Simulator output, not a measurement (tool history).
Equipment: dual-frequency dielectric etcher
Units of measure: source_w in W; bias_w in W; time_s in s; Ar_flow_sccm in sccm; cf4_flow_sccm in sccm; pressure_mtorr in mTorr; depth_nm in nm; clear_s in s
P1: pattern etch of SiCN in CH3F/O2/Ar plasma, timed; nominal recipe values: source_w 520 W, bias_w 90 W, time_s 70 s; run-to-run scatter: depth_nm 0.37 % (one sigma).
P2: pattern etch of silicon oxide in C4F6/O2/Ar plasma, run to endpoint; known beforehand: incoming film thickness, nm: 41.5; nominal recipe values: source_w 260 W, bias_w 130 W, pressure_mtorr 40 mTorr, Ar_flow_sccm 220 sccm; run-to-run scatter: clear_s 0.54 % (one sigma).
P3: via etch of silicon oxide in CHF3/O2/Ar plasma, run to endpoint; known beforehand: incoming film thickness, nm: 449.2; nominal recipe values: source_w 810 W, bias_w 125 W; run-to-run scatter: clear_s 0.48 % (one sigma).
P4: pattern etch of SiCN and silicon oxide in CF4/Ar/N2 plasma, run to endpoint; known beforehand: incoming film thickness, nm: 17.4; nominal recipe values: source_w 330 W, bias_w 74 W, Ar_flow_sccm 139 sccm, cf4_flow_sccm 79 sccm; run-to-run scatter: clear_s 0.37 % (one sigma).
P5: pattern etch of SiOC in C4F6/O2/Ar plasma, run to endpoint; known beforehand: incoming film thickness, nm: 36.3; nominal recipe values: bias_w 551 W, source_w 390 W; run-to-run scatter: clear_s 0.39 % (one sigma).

| run | hour | process | source_w | bias_w | time_s | Ar_flow_sccm | cf4_flow_sccm | pressure_mtorr | depth_nm | clear_s |
|---|---|---|---|---|---|---|---|---|---|---|
| 1 | 11.4 | P1 | 520 | 90 | 70 |  |  |  | 30.698 |  |
| 2 | 25.8 | P4 | 330 | 74 |  | 173 | 79 |  |  | 28.232 |
| 3 | 33.2 | P4 | 330 | 74 |  | 139 | 59 |  |  | 28.553 |
| 4 | 40.8 | P2 | 260 | 130 |  | 132 |  | 40 |  | 16.134 |
| 5 | 48.2 | P1 | 520 | 90 | 70 |  |  |  | 30.723 |  |
| 6 | 55.1 | P1 | 520 | 90 | 70 |  |  |  | 30.747 |  |
| 7 | 65.7 | P1 | 520 | 110 | 70 |  |  |  | 33.173 |  |
| 8 | 75.0 | P3 | 510 | 125 |  |  |  |  |  | 265.120 |
| 9 | 88.3 | P4 | 440 | 74 |  | 139 | 79 |  |  | 21.279 |
| 10 | 99.8 | P1 | 400 | 62 | 70 |  |  |  | 24.341 |  |
| 11 | 109.1 | P1 | 520 | 64 | 70 |  |  |  | 27.230 |  |
| 12 | 118.4 | P5 | 310 | 551 |  |  |  |  |  | 12.600 |
| 13 | 128.3 | P4 | 330 | 74 |  | 139 | 79 |  |  | 27.271 |
| 14 | 138.3 | P1 | 520 | 90 | 97 |  |  |  | 42.237 |  |
| 15 | 149.2 | P1 | 340 | 90 | 70 |  |  |  | 26.159 |  |
| 16 | 163.2 | P3 | 810 | 169 |  |  |  |  |  | 199.470 |
|  | 170.6 | bias power generator calibrated |
| 17 | 173.9 | P2 | 260 | 173 |  | 220 |  | 40 |  | 15.492 |
| 18 | 183.8 | P5 | 390 | 375 |  |  |  |  |  | 13.386 |
| 19 | 197.9 | P1 | 520 | 90 | 70 |  |  |  | 30.875 |  |
| 20 | 211.4 | P3 | 810 | 125 |  |  |  |  |  | 220.860 |
| 21 | 222.9 | P2 | 260 | 130 |  | 220 |  | 40 |  | 16.965 |
| 22 | 236.7 | P2 | 260 | 130 |  | 220 |  | 40 |  | 17.150 |
| 23 | 243.1 | P2 | 170 | 130 |  | 220 |  | 40 |  | 20.266 |
| 24 | 254.4 | P3 | 810 | 125 |  |  |  |  |  | 222.700 |
| 25 | 265.4 | P1 | 630 | 90 | 70 |  |  |  | 33.168 |  |
| 26 | 277.3 | P1 | 520 | 90 | 54 |  |  |  | 23.719 |  |
| 27 | 289.3 | P4 | 330 | 92 |  | 139 | 79 |  |  | 25.054 |
|  | 295.1 | source power generator calibrated |
| 28 | 299.8 | P2 | 260 | 130 |  | 220 |  | 53 |  | 17.680 |
| 29 | 310.0 | P4 | 330 | 74 |  | 139 | 79 |  |  | 27.266 |
| 30 | 319.6 | P1 | 520 | 90 | 70 |  |  |  | 30.644 |  |
| 31 | 328.2 | P5 | 390 | 551 |  |  |  |  |  | 11.617 |
| 32 | 335.4 | P1 | 520 | 90 | 70 |  |  |  | 30.770 |  |
| 33 | 344.6 | P1 | 520 | 90 | 70 |  |  |  | 30.497 |  |
| 34 | 357.8 | P1 | 520 | 90 | 70 |  |  |  | 30.479 |  |
| 35 | 369.6 | P1 | 520 | 90 | 70 |  |  |  | 30.134 |  |
|  | 372.1 | wet clean of the chamber |
| 36 | 383.9 | P1 | 520 | 90 | 70 |  |  |  | 30.329 |  |
| 37 | 390.6 | P1 | 520 | 90 | 70 |  |  |  | 30.263 |  |
| 38 | 400.6 | P1 | 520 | 90 | 70 |  |  |  | 30.246 |  |
| 39 | 407.8 | P1 | 520 | 90 | 70 |  |  |  | 30.083 |  |

P1 no longer gives what it gave before; its output has crept away from where it was. The following 2 causes, each at its listed size, fit the log equally well:
A: bias power that arrives under what is set, % = 4.93
B: source power that arrives under what is set, % = 4.78
Creep in the process output first set in at about hour 335.4.
Other possible causes, and why each is ruled out:
chamber walls in a state that lowers the etch rate, %: its service at hour 372.1 followed the start of the drift and did not put the process back to its old value

Each of the check runs listed below is run on 2 wafers and reports their average, with the results left as question marks. Pick the one under which the possible causes would lead to clearly different results.
| check 1 | 415.0 | P5 | 390 | 551 |  |  |  |  |  | ? |
| check 2 | 415.0 | P4 | 330 | 74 |  | 139 | 79 |  |  | ? |
| check 3 | 415.0 | P2 | 260 | 130 |  | 220 |  | 40 |  | ? |
| check 4 | 415.0 | P3 | 810 | 125 |  |  |  |  |  | ? |

If the cause were each of the candidates in turn, the checks would give the following:
| check | result | if A | if B |
|---|---|---|---|
| check 1 | clear_s | 11.794 | 11.781 |
| check 2 | clear_s | 27.771 | 28.470 |
| check 3 | clear_s | 17.285 | 17.354 |
| check 4 | clear_s | 224.350 | 225.270 |
Distance between the nearest two causes, measured in the result of the check that separates them most: check 1 0.11 %; check 2 2.49 %; check 3 0.4 %; check 4 0.41 %
Check 2 tells the causes apart: in the others they would give nearly the same result.

Running check 2 produced the following: clear_s 28.515 s. Which one of the listed causes fits?

The cause is B: source power that arrives under what is set, %.
